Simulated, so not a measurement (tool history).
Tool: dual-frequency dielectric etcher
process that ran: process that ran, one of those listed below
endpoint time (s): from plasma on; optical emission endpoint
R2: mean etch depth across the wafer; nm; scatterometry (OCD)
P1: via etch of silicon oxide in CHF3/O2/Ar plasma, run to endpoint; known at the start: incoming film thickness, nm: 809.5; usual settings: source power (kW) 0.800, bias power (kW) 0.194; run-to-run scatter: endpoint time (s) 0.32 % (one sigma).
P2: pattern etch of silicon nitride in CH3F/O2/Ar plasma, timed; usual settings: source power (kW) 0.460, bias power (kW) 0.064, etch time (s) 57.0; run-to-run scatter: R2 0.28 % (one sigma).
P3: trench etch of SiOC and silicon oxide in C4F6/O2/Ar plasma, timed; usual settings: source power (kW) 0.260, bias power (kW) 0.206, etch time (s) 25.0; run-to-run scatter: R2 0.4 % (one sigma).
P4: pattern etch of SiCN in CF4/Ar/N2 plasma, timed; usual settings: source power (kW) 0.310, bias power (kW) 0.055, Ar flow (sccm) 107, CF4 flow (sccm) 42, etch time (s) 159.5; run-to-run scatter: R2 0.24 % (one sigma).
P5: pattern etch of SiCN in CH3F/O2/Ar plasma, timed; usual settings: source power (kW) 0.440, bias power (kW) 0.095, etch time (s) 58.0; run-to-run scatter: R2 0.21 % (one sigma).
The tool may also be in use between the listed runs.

run 1 hour=8.1 | process_that_ran=P1 source_power_(kW)=0.800 bias_power_(kW)=0.194 | endpoint_time_(s)=346.15
run 2 hour=17.8 | process_that_ran=P1 source_power_(kW)=0.990 bias_power_(kW)=0.194 | endpoint_time_(s)=318.82
run 3 hour=29.4 | process_that_ran=P1 source_power_(kW)=0.800 bias_power_(kW)=0.254 | endpoint_time_(s)=315.10
run 4 hour=36.9 | process_that_ran=P4 source_power_(kW)=0.370 bias_power_(kW)=0.055 Ar_flow_(sccm)=107 CF4_flow_(sccm)=42 etch_time_(s)=159.5 | R2=98.844
run 5 hour=46.3 | process_that_ran=P4 source_power_(kW)=0.310 bias_power_(kW)=0.055 Ar_flow_(sccm)=107 CF4_flow_(sccm)=42 etch_time_(s)=159.5 | R2=84.423
run 6 hour=54.7 | process_that_ran=P4 source_power_(kW)=0.310 bias_power_(kW)=0.033 Ar_flow_(sccm)=107 CF4_flow_(sccm)=42 etch_time_(s)=159.5 | R2=70.598
run 7 hour=67.6 | process_that_ran=P5 source_power_(kW)=0.440 bias_power_(kW)=0.095 etch_time_(s)=58.0 | R2=25.416
run 8 hour=78.6 | process_that_ran=P3 source_power_(kW)=0.260 bias_power_(kW)=0.249 etch_time_(s)=25.0 | R2=47.636
run 9 hour=87.7 | process_that_ran=P5 source_power_(kW)=0.440 bias_power_(kW)=0.095 etch_time_(s)=58.0 | R2=25.310
run 10 hour=103.1 | process_that_ran=P1 source_power_(kW)=0.800 bias_power_(kW)=0.120 | endpoint_time_(s)=401.62
run 11 hour=110.4 | process_that_ran=P1 source_power_(kW)=0.800 bias_power_(kW)=0.194 | endpoint_time_(s)=346.43
run 12 hour=119.5 | process_that_ran=P3 source_power_(kW)=0.260 bias_power_(kW)=0.206 etch_time_(s)=14.0 | R2=25.136
run 13 hour=131.2 | process_that_ran=P4 source_power_(kW)=0.310 bias_power_(kW)=0.055 Ar_flow_(sccm)=107 CF4_flow_(sccm)=51 etch_time_(s)=159.5 | R2=87.455
run 14 hour=141.5 | process_that_ran=P4 source_power_(kW)=0.310 bias_power_(kW)=0.055 Ar_flow_(sccm)=152 CF4_flow_(sccm)=42 etch_time_(s)=159.5 | R2=79.715
run 15 hour=149.9 | process_that_ran=P1 source_power_(kW)=0.800 bias_power_(kW)=0.194 | endpoint_time_(s)=346.20
-- hour=161.3 bias power generator calibrated
run 16 hour=163.0 | process_that_ran=P1 source_power_(kW)=1.100 bias_power_(kW)=0.121 | endpoint_time_(s)=352.89
run 17 hour=171.7 | process_that_ran=P4 source_power_(kW)=0.310 bias_power_(kW)=0.055 Ar_flow_(sccm)=107 CF4_flow_(sccm)=42 etch_time_(s)=87.5 | R2=46.354
run 18 hour=186.4 | process_that_ran=P5 source_power_(kW)=0.350 bias_power_(kW)=0.095 etch_time_(s)=58.0 | R2=23.262
run 19 hour=194.6 | process_that_ran=P1 source_power_(kW)=0.800 bias_power_(kW)=0.194 | endpoint_time_(s)=343.47
run 20 hour=201.5 | process_that_ran=P2 source_power_(kW)=0.350 bias_power_(kW)=0.064 etch_time_(s)=57.0 | R2=36.092
run 21 hour=209.5 | process_that_ran=P1 source_power_(kW)=1.030 bias_power_(kW)=0.256 | endpoint_time_(s)=284.48
run 22 hour=219.8 | process_that_ran=P2 source_power_(kW)=0.460 bias_power_(kW)=0.064 etch_time_(s)=34.0 | R2=24.080
run 23 hour=230.9 | process_that_ran=P3 source_power_(kW)=0.260 bias_power_(kW)=0.206 etch_time_(s)=25.0 | R2=44.917
run 24 hour=242.1 | process_that_ran=P1 source_power_(kW)=0.800 bias_power_(kW)=0.194 | endpoint_time_(s)=345.91
run 25 hour=255.8 | process_that_ran=P5 source_power_(kW)=0.440 bias_power_(kW)=0.067 etch_time_(s)=58.0 | R2=22.354
run 26 hour=269.1 | process_that_ran=P1 source_power_(kW)=0.800 bias_power_(kW)=0.194 | endpoint_time_(s)=344.32
run 27 hour=276.6 | process_that_ran=P2 source_power_(kW)=0.460 bias_power_(kW)=0.064 etch_time_(s)=57.0 | R2=40.039
run 28 hour=289.1 | process_that_ran=P2 source_power_(kW)=0.460 bias_power_(kW)=0.045 etch_time_(s)=57.0 | R2=35.981

The next listed run, before its measurement:
run 29 hour=300.6 | process_that_ran=P3 source_power_(kW)=0.200 bias_power_(kW)=0.206 etch_time_(s)=25.0 | R2=?

{"run 29": {"R2": 40.447}}

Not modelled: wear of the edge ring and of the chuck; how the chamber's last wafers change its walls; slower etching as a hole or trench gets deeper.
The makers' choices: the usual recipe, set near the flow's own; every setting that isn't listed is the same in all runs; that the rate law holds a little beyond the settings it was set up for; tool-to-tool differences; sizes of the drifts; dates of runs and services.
